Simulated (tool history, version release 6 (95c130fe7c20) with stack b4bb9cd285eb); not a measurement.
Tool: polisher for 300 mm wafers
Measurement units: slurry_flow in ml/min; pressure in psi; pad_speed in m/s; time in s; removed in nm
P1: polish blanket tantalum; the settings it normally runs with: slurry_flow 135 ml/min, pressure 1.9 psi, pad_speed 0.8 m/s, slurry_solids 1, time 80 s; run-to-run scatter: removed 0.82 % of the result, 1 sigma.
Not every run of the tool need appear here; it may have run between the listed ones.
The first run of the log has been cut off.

| run | day | slurry_flow | pressure | pad_speed | slurry_solids | time | wafers polished on this pad | hours since the slurry nozzle was cleaned | hours since the head pressure was calibrated | hours since the slurry blender was calibrated | removed |
|---|---|---|---|---|---|---|---|---|---|---|---|
| 2 | 1.008 | 135 | 0.9 | 0.8 | 1 | 80 | 365 | 149.2 | 977.8 | 82.4 | 43.315 |
| 3 | 1.45 | 175 | 1.9 | 0.8 | 1 | 80 | 469 | 159.8 | 988.4 | 93 | 94.623 |
| 4 | 2.004 | 135 | 1.9 | 0.8 | 0.55 | 80 | 599 | 173.1 | 1001.7 | 106.3 | 74.702 |
| 5 | 2.388 | 135 | 1.9 | 0.8 | 1 | 104 | 690 | 182.3 | 1010.9 | 115.5 | 120.12 |
| 6 | 2.779 | 80 | 1.9 | 0.8 | 1 | 80 | 782 | 191.7 | 1020.3 | 124.9 | 80.914 |
| 7 | 3.104 | 135 | 1.9 | 0.8 | 1 | 80 | 859 | 199.5 | 1028.1 | 132.7 | 91.803 |
|  | 3.392 | slurry nozzle cleaned |
| 8 | 3.588 | 135 | 1.9 | 0.8 | 1 | 80 | 973 | 4.8 | 1039.7 | 144.3 | 92.072 |
| 9 | 4.217 | 135 | 1.9 | 0.8 | 1 | 80 | 1121 | 19.9 | 1054.8 | 159.4 | 90.455 |
| 10 | 4.608 | 135 | 1.9 | 0.8 | 1 | 80 | 1214 | 29.3 | 1064.2 | 168.8 | 90.411 |
| 11 | 4.967 | 135 | 1.9 | 0.8 | 1 | 80 | 1298 | 37.9 | 1072.8 | 177.4 | 91.788 |
| 12 | 5.517 | 135 | 1.9 | 0.8 | 1 | 80 | 1428 | 51.1 | 1086 | 190.6 | 90.971 |
| 13 | 5.942 | 80 | 1.9 | 0.8 | 1 | 123 | 1528 | 61.3 | 1096.2 | 200.8 | 125.64 |
| 14 | 6.483 | 135 | 1.9 | 0.8 | 1 | 36 | 1656 | 74.3 | 1109.2 | 213.8 | 41.486 |
| 15 | 6.788 | 85 | 1.9 | 0.8 | 1 | 107 | 1728 | 81.6 | 1116.5 | 221.1 | 108.38 |
| 16 | 7.358 | 135 | 1.9 | 0.8 | 1.35 | 80 | 1862 | 95.3 | 1130.2 | 234.8 | 98.911 |
|  | 7.525 | slurry blender recalibrated |
| 17 | 7.804 | 135 | 2.6 | 0.8 | 1 | 80 | 1968 | 106 | 1140.9 | 6.7 | 127.27 |
| 18 | 8.117 | 135 | 1.9 | 0.48 | 1 | 80 | 2041 | 113.5 | 1148.4 | 14.2 | 55.575 |
| 19 | 8.454 | 135 | 1.9 | 1.26 | 1 | 80 | 2121 | 121.6 | 1156.5 | 22.3 | 146.9 |
| 20 | 9.021 | 135 | 1.9 | 0.8 | 1 | 80 | 2255 | 135.2 | 1170.1 | 35.9 | 91.959 |
| 21 | 9.412 | 135 | 1.9 | 0.8 | 1 | 80 | 2347 | 144.6 | 1179.5 | 45.3 | 90.952 |
| 22 | 9.817 | 135 | 1.9 | 0.8 | 1 | 80 | 2442 | 154.3 | 1189.2 | 55 | 86.922 |
| 23 | 10.121 | 135 | 1.9 | 0.8 | 1 | 80 | 2514 | 161.6 | 1196.5 | 62.3 | 86.202 |
| 24 | 10.404 | 135 | 1.9 | 0.8 | 1 | 80 | 2581 | 168.4 | 1203.3 | 69.1 | 85.444 |

The next listed run, before its measurement:
| 25 | 10.871 | 135 | 1.9 | 0.8 | 1 | 80 | 2691 | 179.6 | 1214.5 | 80.3 | ? |

Logged for run 25: removed 84.982 nm.

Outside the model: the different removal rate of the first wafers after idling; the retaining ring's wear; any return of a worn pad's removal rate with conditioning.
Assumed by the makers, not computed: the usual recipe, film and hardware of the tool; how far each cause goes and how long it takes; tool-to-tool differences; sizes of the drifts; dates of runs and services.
